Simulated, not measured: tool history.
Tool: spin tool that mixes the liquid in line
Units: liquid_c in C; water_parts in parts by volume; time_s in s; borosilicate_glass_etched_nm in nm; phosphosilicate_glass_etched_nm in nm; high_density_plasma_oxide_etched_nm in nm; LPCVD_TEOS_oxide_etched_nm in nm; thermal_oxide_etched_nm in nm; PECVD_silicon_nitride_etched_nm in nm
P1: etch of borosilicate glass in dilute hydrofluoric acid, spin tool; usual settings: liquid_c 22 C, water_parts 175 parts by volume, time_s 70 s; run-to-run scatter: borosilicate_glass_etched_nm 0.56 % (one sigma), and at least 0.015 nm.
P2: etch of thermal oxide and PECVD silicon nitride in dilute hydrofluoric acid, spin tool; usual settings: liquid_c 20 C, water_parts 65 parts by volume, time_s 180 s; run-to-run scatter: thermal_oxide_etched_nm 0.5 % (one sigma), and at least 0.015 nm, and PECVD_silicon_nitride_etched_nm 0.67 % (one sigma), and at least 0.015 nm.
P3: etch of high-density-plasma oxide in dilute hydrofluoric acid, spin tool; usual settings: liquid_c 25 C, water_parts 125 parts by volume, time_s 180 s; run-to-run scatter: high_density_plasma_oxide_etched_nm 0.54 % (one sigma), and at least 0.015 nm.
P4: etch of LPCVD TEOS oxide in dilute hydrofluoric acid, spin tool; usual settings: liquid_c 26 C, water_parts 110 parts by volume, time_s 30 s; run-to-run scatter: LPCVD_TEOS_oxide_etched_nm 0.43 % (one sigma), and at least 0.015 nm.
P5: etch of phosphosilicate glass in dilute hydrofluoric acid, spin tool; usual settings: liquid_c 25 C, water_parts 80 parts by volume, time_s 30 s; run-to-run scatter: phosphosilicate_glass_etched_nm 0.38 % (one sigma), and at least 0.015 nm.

| run | day | process | liquid_c | water_parts | time_s | hours since the thermometer was replaced | hours since the hydrofluoric acid flow meter was replaced | borosilicate_glass_etched_nm | phosphosilicate_glass_etched_nm | high_density_plasma_oxide_etched_nm | LPCVD_TEOS_oxide_etched_nm | thermal_oxide_etched_nm | PECVD_silicon_nitride_etched_nm |
|---|---|---|---|---|---|---|---|---|---|---|---|---|---|
| 1 | 0.379 | P1 | 22 | 175 | 70 | 996 | 608.9 | 8.7515 |  |  |  |  |  |
| 2 | 0.933 | P1 | 27.5 | 175 | 120 | 1009.3 | 622.2 | 18.363 |  |  |  |  |  |
| 3 | 1.367 | P5 | 25 | 80 | 30 | 1019.7 | 632.6 |  | 25.678 |  |  |  |  |
| 4 | 2.062 | P1 | 22 | 250 | 70 | 1036.4 | 649.3 | 5.7114 |  |  |  |  |  |
| 5 | 2.571 | P3 | 25 | 125 | 340 | 1048.6 | 661.5 |  |  | 16.193 |  |  |  |
| 6 | 3.046 | P3 | 25 | 125 | 180 | 1060 | 672.9 |  |  | 8.6768 |  |  |  |
| 7 | 3.379 | P5 | 32.5 | 80 | 30 | 1068 | 680.9 |  | 34.196 |  |  |  |  |
| 8 | 3.975 | P1 | 17 | 175 | 70 | 1082.3 | 695.2 | 7.1905 |  |  |  |  |  |
| 9 | 4.633 | P4 | 19.5 | 110 | 30 | 1098.1 | 711 |  |  |  | 8.5797 |  |  |
| 10 | 5.071 | P4 | 26 | 60 | 30 | 1108.6 | 721.5 |  |  |  | 21.732 |  |  |
| 11 | 5.588 | P5 | 25 | 25 | 30 | 1121 | 733.9 |  | 88.365 |  |  |  |  |
| 12 | 6.05 | P1 | 22 | 175 | 70 | 1132.1 | 745 | 8.7267 |  |  |  |  |  |
| 13 | 6.588 | P1 | 17 | 175 | 135 | 1145 | 757.9 | 13.832 |  |  |  |  |  |
| 14 | 7.033 | P1 | 22 | 175 | 70 | 1155.7 | 768.6 | 8.6843 |  |  |  |  |  |
| 15 | 7.45 | P1 | 29 | 175 | 70 | 1165.7 | 778.6 | 11.283 |  |  |  |  |  |
| 16 | 7.85 | P1 | 22 | 175 | 70 | 1175.3 | 788.2 | 8.689 |  |  |  |  |  |
| 17 | 8.221 | P2 | 20 | 65 | 180 | 1184.2 | 797.1 |  |  |  |  | 11.885 | 3.7843 |
| 18 | 8.671 | P4 | 26 | 110 | 30 | 1195 | 807.9 |  |  |  | 11.061 |  |  |
| 19 | 9.367 | P4 | 26 | 110 | 30 | 1211.7 | 824.6 |  |  |  | 11.105 |  |  |
|  | 9.475 | thermometer replaced |
| 20 | 9.754 | P4 | 26 | 110 | 65 | 6.8 | 833.9 |  |  |  | 23.812 |  |  |
| 21 | 10.288 | P1 | 22 | 315 | 15 | 19.6 | 846.7 | 0.89482 |  |  |  |  |  |
| 22 | 10.671 | P1 | 22 | 40 | 70 | 28.8 | 855.9 | 44.978 |  |  |  |  |  |
| 23 | 11.142 | P3 | 31.5 | 125 | 180 | 40.1 | 867.2 |  |  | 10.978 |  |  |  |
| 24 | 11.529 | P1 | 22 | 175 | 70 | 49.4 | 876.5 | 8.7473 |  |  |  |  |  |
| 25 | 12.138 | P1 | 22 | 175 | 70 | 64 | 891.1 | 8.7256 |  |  |  |  |  |
| 26 | 12.829 | P3 | 25 | 50 | 180 | 80.6 | 907.7 |  |  | 23.696 |  |  |  |
| 27 | 13.333 | P5 | 25 | 80 | 50 | 92.7 | 919.8 |  | 42.669 |  |  |  |  |
| 28 | 13.788 | P5 | 25 | 80 | 30 | 103.6 | 930.7 |  | 25.651 |  |  |  |  |
| 29 | 14.396 | P2 | 20 | 65 | 180 | 118.2 | 945.3 |  |  |  |  | 11.933 | 3.7096 |
| 30 | 14.908 | P1 | 22 | 175 | 15 | 130.5 | 957.6 | 1.8488 |  |  |  |  |  |
| 31 | 15.508 | P2 | 17 | 65 | 180 | 144.9 | 972 |  |  |  |  | 10.41 | 3.0544 |

The next listed run, before its measurement:
| 32 | 16.2 | P2 | 20 | 90 | 180 | 161.5 | 988.6 |  |  |  |  | ? | ? |

Run 32 gave thermal_oxide_etched_nm 8.4075 nm, PECVD_silicon_nitride_etched_nm 2.6889 nm.
